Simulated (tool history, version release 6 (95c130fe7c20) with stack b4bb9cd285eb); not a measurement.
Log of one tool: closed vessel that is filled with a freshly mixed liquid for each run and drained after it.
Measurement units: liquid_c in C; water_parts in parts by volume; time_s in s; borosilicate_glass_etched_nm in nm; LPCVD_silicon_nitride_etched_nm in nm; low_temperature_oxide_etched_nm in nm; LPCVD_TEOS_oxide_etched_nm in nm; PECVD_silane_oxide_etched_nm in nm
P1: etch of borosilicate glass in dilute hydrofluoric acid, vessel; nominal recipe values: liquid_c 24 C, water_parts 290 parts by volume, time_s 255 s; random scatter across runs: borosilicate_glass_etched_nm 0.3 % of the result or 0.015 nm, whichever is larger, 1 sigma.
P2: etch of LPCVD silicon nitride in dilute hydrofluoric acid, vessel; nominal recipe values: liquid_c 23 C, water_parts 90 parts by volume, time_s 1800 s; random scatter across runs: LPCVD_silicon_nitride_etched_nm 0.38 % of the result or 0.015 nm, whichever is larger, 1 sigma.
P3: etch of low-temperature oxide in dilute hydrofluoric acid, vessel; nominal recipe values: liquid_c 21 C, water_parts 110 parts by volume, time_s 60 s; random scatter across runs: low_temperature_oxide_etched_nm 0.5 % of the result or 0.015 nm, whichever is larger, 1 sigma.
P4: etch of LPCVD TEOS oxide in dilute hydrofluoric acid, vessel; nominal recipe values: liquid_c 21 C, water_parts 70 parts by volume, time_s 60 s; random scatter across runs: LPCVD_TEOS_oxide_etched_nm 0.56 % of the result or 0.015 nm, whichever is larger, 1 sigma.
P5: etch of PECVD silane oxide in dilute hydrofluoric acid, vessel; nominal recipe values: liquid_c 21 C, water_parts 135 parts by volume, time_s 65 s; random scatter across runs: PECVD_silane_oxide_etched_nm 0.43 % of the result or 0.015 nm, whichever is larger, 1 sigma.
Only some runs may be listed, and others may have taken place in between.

run   hour  process  liquid_c  water_parts  time_s  borosilicate_glass_etched_nm  LPCVD_silicon_nitride_etched_nm  low_temperature_oxide_etched_nm  LPCVD_TEOS_oxide_etched_nm  PECVD_silane_oxide_etched_nm
  1    3.8       P1        24          290     255                        16.018
  2    7.9       P1        24          290     255                        16.031
  3   11.4       P1        24          290     445                        28.017
  4   17.3       P1        24          290     255                        16.082
  5   22.5       P1      27.5          190     255                        30.976
  6   25.9       P2        23           90    1800                                                         8.8639
  7   30.9       P1        17          290     255                        12.418
  8   35.3       P2        23          125    1800                                                         6.3753
  9   41.2       P3      26.5          110      60                                                                                          12.648
 10   46.9       P3        21          110      60                                                                                          10.112
 11     51       P4        21          105      60                                                                                                                      28.446
 12   55.2       P2      29.5           90    1800                                                         13.534
 13   60.2       P1      28.5          290     255                         18.68
 14   64.6       P3        21          160      60                                                                                          6.6115
 15   68.7       P4      28.5           70      60                                                                                                                      60.317
 16   75.5       P1        24          290     255                        16.059
 17   80.8       P5        21          135      30                                                                                                                                                    5.5387
 18   86.7       P1        24          290      30                        1.9062
 19   94.1       P3        21          110      60                                                                                          10.063
 20   98.7       P1        30          440     255                        11.151
 21  106.3       P2        23           90    1800                                                         8.9161
 22  110.2       P3        21          110     110                                                                                          18.702
 23  113.6       P5        21          135      65                                                                                                                                                    12.021
 24  118.8       P1        24          480     255                        8.1681
 25  124.2       P5        17          135      65                                                                                                                                                    10.229
 26  128.2       P4        21           70      60                                                                                                                      44.978
 27  135.7       P1        24           60     255                        100.01
 28  141.4       P5        21          250      65                                                                                                                                                    5.7829
 29  145.1       P1        24          290     255                        15.996
 30  152.5       P2        23           90     595                                                         2.9163
 31  159.5       P4        21           70      30                                                                                                                      22.327

Run 32 has not been measured yet. What should we expect?
 32  164.3       P1        24          290     255                             ?

borosilicate_glass_etched_nm: 16.052 nm
